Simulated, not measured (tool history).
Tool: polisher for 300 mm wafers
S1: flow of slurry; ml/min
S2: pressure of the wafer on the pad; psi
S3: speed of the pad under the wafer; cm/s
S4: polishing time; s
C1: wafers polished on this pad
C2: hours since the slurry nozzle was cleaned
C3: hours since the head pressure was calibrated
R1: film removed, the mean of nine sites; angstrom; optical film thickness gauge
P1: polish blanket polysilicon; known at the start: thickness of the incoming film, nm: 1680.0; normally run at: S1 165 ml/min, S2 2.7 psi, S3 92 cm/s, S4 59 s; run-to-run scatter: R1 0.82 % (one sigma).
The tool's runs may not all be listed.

run	hour	S1	S2	S3	S4	C1	C2	C3	R1
1	2.5	165	2.7	92	59	268	168.9	510.1	4059.1
2	6.4	260	2.7	92	59	300	172.8	514	4333.8
3	9.7	165	2.7	66	59	326	176.1	517.3	2926.6
4	13.6	165	2.7	92	59	358	180	521.2	4061.1
5	17.3	165	2.7	138	59	388	183.7	524.9	6154.3
6	20.6	100	2.7	58	59	415	187	528.2	2327
7	24.9	165	2.7	92	59	450	191.3	532.5	4081.9
8	28.7	165	2.7	92	91	481	195.1	536.3	6319.1
9	32.5	165	4.1	92	59	512	198.9	540.1	6171
# hour 36.3: worn pad replaced by a new one
10	36.4	115	2.7	92	73	0	202.8	544	4766.8
11	38.4	165	2.7	92	59	17	204.8	546	4011.4
12	40.5	165	1.4	92	59	34	206.9	548.1	2092.2
13	43.2	165	2.7	92	27	56	209.6	550.8	1874.4
14	46.8	165	2.7	92	59	85	213.2	554.4	4096.7
15	49.5	100	2.7	92	59	107	215.9	557.1	3721.8
16	52.6	165	2.7	92	59	133	219	560.2	4076
17	56	165	2.7	92	59	160	222.4	563.6	4034.9
18	60	165	2.7	92	59	193	226.4	567.6	3908
19	64.3	165	2.7	92	59	228	230.7	571.9	3835.7
20	68	165	2.7	92	59	258	234.4	575.6	3818.1
21	71.8	165	2.7	92	59	289	238.2	579.4	3701.7
22	74.3	165	2.7	92	59	310	240.7	581.9	3781.3
# hour 75.6: worn pad replaced by a new one
23	78.8	165	2.7	92	59	26	245.2	586.4	3763.9
24	82.3	165	2.7	92	59	55	248.7	589.9	3765.9
25	85.5	165	2.7	92	59	81	251.9	593.1	3764.8

Run 26 comes next. What will it give?
26	89.4	165	2.7	92	59	113	255.8	597	?

R1: 3687.2 angstrom
